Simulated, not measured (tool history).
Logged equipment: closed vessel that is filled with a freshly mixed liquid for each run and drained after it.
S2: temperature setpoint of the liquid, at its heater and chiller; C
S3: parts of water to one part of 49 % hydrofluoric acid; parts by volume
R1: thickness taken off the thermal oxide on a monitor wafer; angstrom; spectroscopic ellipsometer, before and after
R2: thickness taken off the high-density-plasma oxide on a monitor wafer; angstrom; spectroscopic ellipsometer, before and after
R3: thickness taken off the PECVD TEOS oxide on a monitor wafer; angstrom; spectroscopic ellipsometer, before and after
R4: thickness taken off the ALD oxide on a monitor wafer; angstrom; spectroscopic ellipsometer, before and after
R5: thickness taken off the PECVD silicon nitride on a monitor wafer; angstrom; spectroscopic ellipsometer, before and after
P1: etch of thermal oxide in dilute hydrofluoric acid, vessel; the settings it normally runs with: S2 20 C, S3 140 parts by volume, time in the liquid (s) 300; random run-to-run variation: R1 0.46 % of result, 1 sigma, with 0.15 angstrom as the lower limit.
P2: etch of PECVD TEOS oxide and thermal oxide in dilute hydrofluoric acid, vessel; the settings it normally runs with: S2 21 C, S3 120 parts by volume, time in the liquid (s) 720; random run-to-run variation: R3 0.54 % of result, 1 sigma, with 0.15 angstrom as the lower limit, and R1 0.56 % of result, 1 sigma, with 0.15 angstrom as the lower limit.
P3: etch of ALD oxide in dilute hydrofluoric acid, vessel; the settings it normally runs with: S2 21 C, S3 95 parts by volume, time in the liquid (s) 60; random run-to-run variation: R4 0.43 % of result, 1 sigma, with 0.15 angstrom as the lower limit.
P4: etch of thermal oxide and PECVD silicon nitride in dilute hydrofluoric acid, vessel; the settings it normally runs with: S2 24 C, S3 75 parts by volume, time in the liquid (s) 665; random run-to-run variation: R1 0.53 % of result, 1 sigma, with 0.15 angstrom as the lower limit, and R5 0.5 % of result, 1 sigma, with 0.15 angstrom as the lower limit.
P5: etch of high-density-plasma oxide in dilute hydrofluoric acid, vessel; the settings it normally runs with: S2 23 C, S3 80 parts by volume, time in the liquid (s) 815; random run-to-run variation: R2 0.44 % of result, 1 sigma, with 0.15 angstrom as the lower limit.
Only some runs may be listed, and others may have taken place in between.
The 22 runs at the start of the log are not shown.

{"run": 23, "hour": 108.3, "process that ran": "P4", "S2": 30, "S3": 75, "time in the liquid (s)": 665, "R1": 517.25, "R5": 387.89}
{"run": 24, "hour": 115.7, "process that ran": "P1", "S2": 20, "S3": 195, "time in the liquid (s)": 300, "R1": 55.05}
{"run": 25, "hour": 119.7, "process that ran": "P1", "S2": 20, "S3": 140, "time in the liquid (s)": 300, "R1": 80.973}
{"run": 26, "hour": 124.8, "process that ran": "P1", "S2": 26, "S3": 140, "time in the liquid (s)": 300, "R1": 101.57}
{"run": 27, "hour": 129.9, "process that ran": "P1", "S2": 20, "S3": 140, "time in the liquid (s)": 300, "R1": 80.608}
{"run": 28, "hour": 135.1, "process that ran": "P1", "S2": 20, "S3": 140, "time in the liquid (s)": 500, "R1": 135.15}
{"run": 29, "hour": 140.1, "process that ran": "P2", "S2": 21, "S3": 50, "time in the liquid (s)": 720, "R1": 648.53, "R3": 1139.7}
{"run": 30, "hour": 145.3, "process that ran": "P5", "S2": 23, "S3": 80, "time in the liquid (s)": 815, "R2": 516.97}
{"run": 31, "hour": 152.2, "process that ran": "P2", "S2": 17, "S3": 120, "time in the liquid (s)": 720, "R1": 210.24, "R3": 374}
{"run": 32, "hour": 157.5, "process that ran": "P5", "S2": 18, "S3": 80, "time in the liquid (s)": 815, "R2": 418.18}
{"run": 33, "hour": 162.9, "process that ran": "P3", "S2": 21, "S3": 95, "time in the liquid (s)": 60, "R4": 98.237}
{"run": 34, "hour": 167.2, "process that ran": "P1", "S2": 20, "S3": 140, "time in the liquid (s)": 300, "R1": 81.358}
{"run": 35, "hour": 171.6, "process that ran": "P1", "S2": 20, "S3": 140, "time in the liquid (s)": 300, "R1": 78.468}
{"run": 36, "hour": 176.7, "process that ran": "P1", "S2": 20, "S3": 140, "time in the liquid (s)": 300, "R1": 77.647}
{"run": 37, "hour": 180.8, "process that ran": "P1", "S2": 20, "S3": 140, "time in the liquid (s)": 300, "R1": 75.704}

For run 38, what comes out?
{"run": 38, "hour": 184.6, "process that ran": "P1", "S2": 20, "S3": 140, "time in the liquid (s)": 300, "R1": "?"}

{"run 38": {"R1": 75.527}}
